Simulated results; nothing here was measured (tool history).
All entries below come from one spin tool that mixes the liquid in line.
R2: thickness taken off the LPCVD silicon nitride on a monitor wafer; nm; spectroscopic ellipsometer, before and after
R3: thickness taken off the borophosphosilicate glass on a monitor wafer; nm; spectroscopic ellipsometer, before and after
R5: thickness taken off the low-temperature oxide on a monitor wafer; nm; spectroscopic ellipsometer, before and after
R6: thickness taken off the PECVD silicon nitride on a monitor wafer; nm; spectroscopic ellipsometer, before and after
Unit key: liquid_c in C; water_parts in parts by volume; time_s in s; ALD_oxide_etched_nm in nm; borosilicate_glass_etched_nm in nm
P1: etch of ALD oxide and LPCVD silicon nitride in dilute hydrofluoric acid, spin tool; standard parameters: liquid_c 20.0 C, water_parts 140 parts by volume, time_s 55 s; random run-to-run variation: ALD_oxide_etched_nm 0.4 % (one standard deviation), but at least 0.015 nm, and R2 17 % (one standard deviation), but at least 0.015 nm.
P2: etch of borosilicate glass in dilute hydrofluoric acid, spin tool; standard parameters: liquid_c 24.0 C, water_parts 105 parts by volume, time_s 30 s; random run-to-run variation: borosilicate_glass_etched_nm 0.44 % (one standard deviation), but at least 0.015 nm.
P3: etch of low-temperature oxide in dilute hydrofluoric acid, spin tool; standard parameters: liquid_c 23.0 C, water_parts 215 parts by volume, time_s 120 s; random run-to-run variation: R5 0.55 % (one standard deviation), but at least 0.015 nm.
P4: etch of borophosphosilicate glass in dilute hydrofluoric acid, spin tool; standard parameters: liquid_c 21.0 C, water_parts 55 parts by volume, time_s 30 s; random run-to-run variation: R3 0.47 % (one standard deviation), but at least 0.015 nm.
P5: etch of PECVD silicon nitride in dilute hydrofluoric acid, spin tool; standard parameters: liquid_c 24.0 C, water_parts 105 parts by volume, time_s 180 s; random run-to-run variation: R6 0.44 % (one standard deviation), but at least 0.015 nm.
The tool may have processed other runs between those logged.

{"run": 1, "hour": 7.3, "process": "P1", "liquid_c": 20.0, "water_parts": 140, "time_s": 55, "ALD_oxide_etched_nm": 5.6633, "R2": 0.13828}
{"run": 2, "hour": 17.3, "process": "P4", "liquid_c": 21.0, "water_parts": 55, "time_s": 15, "R3": 14.616}
{"run": 3, "hour": 23.7, "process": "P2", "liquid_c": 28.5, "water_parts": 105, "time_s": 30, "borosilicate_glass_etched_nm": 8.3574}
{"run": 4, "hour": 31.1, "process": "P3", "liquid_c": 23.0, "water_parts": 215, "time_s": 120, "R5": 16.967}
{"run": 5, "hour": 36.5, "process": "P2", "liquid_c": 24.0, "water_parts": 150, "time_s": 30, "borosilicate_glass_etched_nm": 4.7189}
{"run": 6, "hour": 43.0, "process": "P1", "liquid_c": 28.0, "water_parts": 140, "time_s": 55, "ALD_oxide_etched_nm": 7.62, "R2": 0.21061}
{"run": 7, "hour": 51.7, "process": "P1", "liquid_c": 20.0, "water_parts": 140, "time_s": 25, "ALD_oxide_etched_nm": 2.5687, "R2": 0.042526}
{"run": 8, "hour": 57.3, "process": "P2", "liquid_c": 24.0, "water_parts": 105, "time_s": 30, "borosilicate_glass_etched_nm": 7.0997}
{"run": 9, "hour": 65.1, "process": "P1", "liquid_c": 25.5, "water_parts": 195, "time_s": 55, "ALD_oxide_etched_nm": 4.679, "R2": 0.15357}
{"run": 10, "hour": 71.4, "process": "P3", "liquid_c": 23.0, "water_parts": 215, "time_s": 120, "R5": 17.107}
{"run": 11, "hour": 76.6, "process": "P5", "liquid_c": 24.0, "water_parts": 105, "time_s": 180, "R6": 4.5435}
{"run": 12, "hour": 82.5, "process": "P1", "liquid_c": 20.0, "water_parts": 140, "time_s": 55, "ALD_oxide_etched_nm": 5.6399, "R2": 0.19268}
{"run": 13, "hour": 87.9, "process": "P3", "liquid_c": 17.0, "water_parts": 215, "time_s": 120, "R5": 13.332}
{"run": 14, "hour": 93.0, "process": "P3", "liquid_c": 23.0, "water_parts": 215, "time_s": 205, "R5": 28.891}
{"run": 15, "hour": 100.3, "process": "P2", "liquid_c": 24.0, "water_parts": 105, "time_s": 15, "borosilicate_glass_etched_nm": 3.537}
{"run": 16, "hour": 106.5, "process": "P5", "liquid_c": 24.0, "water_parts": 105, "time_s": 180, "R6": 4.5472}
{"run": 17, "hour": 113.5, "process": "P4", "liquid_c": 21.0, "water_parts": 90, "time_s": 30, "R3": 17.083}
{"run": 18, "hour": 120.0, "process": "P1", "liquid_c": 27.0, "water_parts": 190, "time_s": 55, "ALD_oxide_etched_nm": 5.1171, "R2": 0.1782}
{"run": 19, "hour": 124.8, "process": "P1", "liquid_c": 20.0, "water_parts": 140, "time_s": 55, "ALD_oxide_etched_nm": 5.6481, "R2": 0.15983}
{"run": 20, "hour": 132.4, "process": "P1", "liquid_c": 20.0, "water_parts": 140, "time_s": 55, "ALD_oxide_etched_nm": 5.602, "R2": 0.10038}
{"run": 21, "hour": 139.7, "process": "P1", "liquid_c": 20.0, "water_parts": 140, "time_s": 95, "ALD_oxide_etched_nm": 9.6251, "R2": 0.28987}
{"run": 22, "hour": 146.4, "process": "P1", "liquid_c": 20.0, "water_parts": 80, "time_s": 55, "ALD_oxide_etched_nm": 10.513, "R2": 0.26832}
{"run": 23, "hour": 151.8, "process": "P1", "liquid_c": 17.0, "water_parts": 140, "time_s": 55, "ALD_oxide_etched_nm": 4.9632, "R2": 0.11603}
{"run": 24, "hour": 161.3, "process": "P5", "liquid_c": 24.0, "water_parts": 105, "time_s": 40, "R6": 1.0062}
{"run": 25, "hour": 170.6, "process": "P1", "liquid_c": 17.0, "water_parts": 140, "time_s": 30, "ALD_oxide_etched_nm": 2.7356, "R2": 0.077436}
{"run": 26, "hour": 175.4, "process": "P3", "liquid_c": 23.0, "water_parts": 370, "time_s": 120, "R5": 8.4871}
{"run": 27, "hour": 179.9, "process": "P1", "liquid_c": 20.0, "water_parts": 140, "time_s": 55, "ALD_oxide_etched_nm": 5.5562, "R2": 0.13482}
{"run": 28, "hour": 185.2, "process": "P5", "liquid_c": 17.0, "water_parts": 105, "time_s": 180, "R6": 2.8281}
{"run": 29, "hour": 190.9, "process": "P4", "liquid_c": 21.0, "water_parts": 55, "time_s": 30, "R3": 28.888}
{"run": 30, "hour": 200.4, "process": "P4", "liquid_c": 29.5, "water_parts": 55, "time_s": 30, "R3": 40.939}
{"run": 31, "hour": 207.3, "process": "P5", "liquid_c": 24.0, "water_parts": 150, "time_s": 180, "R6": 3.2041}
{"run": 32, "hour": 217.6, "process": "P1", "liquid_c": 20.0, "water_parts": 220, "time_s": 55, "ALD_oxide_etched_nm": 3.2769, "R2": 0.09398}
{"run": 33, "hour": 227.4, "process": "P1", "liquid_c": 20.0, "water_parts": 140, "time_s": 55, "ALD_oxide_etched_nm": 5.6166, "R2": 0.12448}
{"run": 34, "hour": 236.1, "process": "P1", "liquid_c": 20.0, "water_parts": 140, "time_s": 55, "ALD_oxide_etched_nm": 5.4885, "R2": 0.16243}
{"run": 35, "hour": 242.6, "process": "P1", "liquid_c": 20.0, "water_parts": 140, "time_s": 55, "ALD_oxide_etched_nm": 5.4299, "R2": 0.17}
{"run": 36, "hour": 251.0, "process": "P1", "liquid_c": 20.0, "water_parts": 140, "time_s": 55, "ALD_oxide_etched_nm": 5.3686, "R2": 0.11233}
{"run": 37, "hour": 260.3, "process": "P1", "liquid_c": 20.0, "water_parts": 140, "time_s": 55, "ALD_oxide_etched_nm": 5.3206, "R2": 0.060999}
{"run": 38, "hour": 270.2, "process": "P1", "liquid_c": 20.0, "water_parts": 140, "time_s": 55, "ALD_oxide_etched_nm": 5.2998, "R2": 0.14961}
{"run": 39, "hour": 280.6, "process": "P1", "liquid_c": 20.0, "water_parts": 140, "time_s": 55, "ALD_oxide_etched_nm": 5.2427, "R2": 0.081387}
{"run": 40, "hour": 288.5, "process": "P1", "liquid_c": 20.0, "water_parts": 140, "time_s": 55, "ALD_oxide_etched_nm": 5.2508, "R2": 0.095027}
{"run": 41, "hour": 293.2, "process": "P1", "liquid_c": 20.0, "water_parts": 140, "time_s": 55, "ALD_oxide_etched_nm": 5.281, "R2": 0.11293}
{"run": 42, "hour": 300.3, "process": "P1", "liquid_c": 20.0, "water_parts": 140, "time_s": 55, "ALD_oxide_etched_nm": 5.2506, "R2": 0.13815}
{"run": 43, "hour": 304.9, "process": "P1", "liquid_c": 20.0, "water_parts": 140, "time_s": 55, "ALD_oxide_etched_nm": 5.2419, "R2": 0.14244}
{"run": 44, "hour": 314.4, "process": "P1", "liquid_c": 20.0, "water_parts": 140, "time_s": 55, "ALD_oxide_etched_nm": 5.2536, "R2": 0.10201}

Compared with where it was, what P1 gives has crept away. Each cause listed below fits the log as well as the rest, at the size given for it:
A: hydrofluoric acid flow below the setpoint (%) = 5.59
B: liquid colder than its thermometer reads (K) = 1.65
At approximately hour 227.4, the process output began to creep.

The check runs listed below each take one wafer, and their results are still question marks. Under which run would the listed causes lead to clearly different results?
{"run": "check 1", "hour": 323.9, "process": "P5", "liquid_c": 24.0, "water_parts": 105, "time_s": 180, "R6": "?"}
{"run": "check 2", "hour": 323.9, "process": "P2", "liquid_c": 24.0, "water_parts": 105, "time_s": 30, "borosilicate_glass_etched_nm": "?"}
{"run": "check 3", "hour": 323.9, "process": "P3", "liquid_c": 23.0, "water_parts": 215, "time_s": 120, "R5": "?"}
{"run": "check 4", "hour": 323.9, "process": "P4", "liquid_c": 21.0, "water_parts": 55, "time_s": 30, "R3": "?"}

What every check run would give for each of its results, assuming each possible cause in turn:
check=check_1 result=R6 if_A=4.2879 if_B=4.0691
check=check_2 result=borosilicate_glass_etched_nm if_A=6.6247 if_B=6.6212
check=check_3 result=R5 if_A=15.7490 if_B=15.8910
check=check_4 result=R3 if_A=27.336 if_B=27.113
Separation of the two closest causes in each check, using whichever result separates them best: check 1 5.24 %; check 2 0.05 %; check 3 0.9 %; check 4 0.82 %
Check 1 tells the causes apart: in the others they would give nearly the same result.

Here is what check 1 returned: R6 4.0405 nm. Which cause is it?

The cause is B: liquid colder than its thermometer reads (K).

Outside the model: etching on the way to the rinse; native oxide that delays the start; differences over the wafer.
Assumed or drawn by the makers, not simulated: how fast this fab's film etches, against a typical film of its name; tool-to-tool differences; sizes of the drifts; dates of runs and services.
